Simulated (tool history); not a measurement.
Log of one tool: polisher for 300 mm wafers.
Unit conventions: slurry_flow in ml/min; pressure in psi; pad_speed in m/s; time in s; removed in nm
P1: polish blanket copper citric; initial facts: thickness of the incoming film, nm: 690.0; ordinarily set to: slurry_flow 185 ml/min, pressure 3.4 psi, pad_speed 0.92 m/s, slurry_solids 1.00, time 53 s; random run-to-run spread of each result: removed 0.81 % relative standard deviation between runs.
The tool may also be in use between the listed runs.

run	hour	slurry_flow	pressure	pad_speed	slurry_solids	time	removed
1	6.5	185	3.4	0.92	1.00	53	106.740
2	10.9	185	3.4	0.92	1.00	27	54.766
3	18.5	185	3.4	0.92	1.00	53	106.390
4	23.2	185	3.4	1.16	1.00	53	132.710
5	27.0	260	3.4	0.92	1.00	53	112.060
6	35.3	185	3.4	1.30	1.00	30	84.464
7	40.8	185	3.4	0.66	0.65	53	71.707
8	46.5	185	3.4	0.92	0.65	70	127.780
9	53.3	185	3.4	0.92	1.00	53	106.030
10	59.4	185	3.4	0.92	1.40	53	115.740
# hour 61.5: worn pad replaced by a new one
11	65.0	185	3.4	0.92	0.70	53	99.191
12	69.1	185	3.4	0.92	1.00	53	108.300
13	77.0	185	3.4	0.42	1.00	53	50.244
14	84.8	185	1.5	0.92	1.00	53	48.454
15	89.5	185	4.8	0.92	1.00	53	148.660
16	93.5	185	3.4	0.92	1.00	53	107.210
17	100.7	185	3.4	0.92	1.00	84	171.830
18	107.4	110	3.4	0.92	1.00	53	96.715
19	114.6	185	3.4	0.92	1.00	53	106.560

Expected results for the next run?
20	118.5	185	3.4	0.92	1.00	53	?

{"run 20": {"removed": 103.45}}
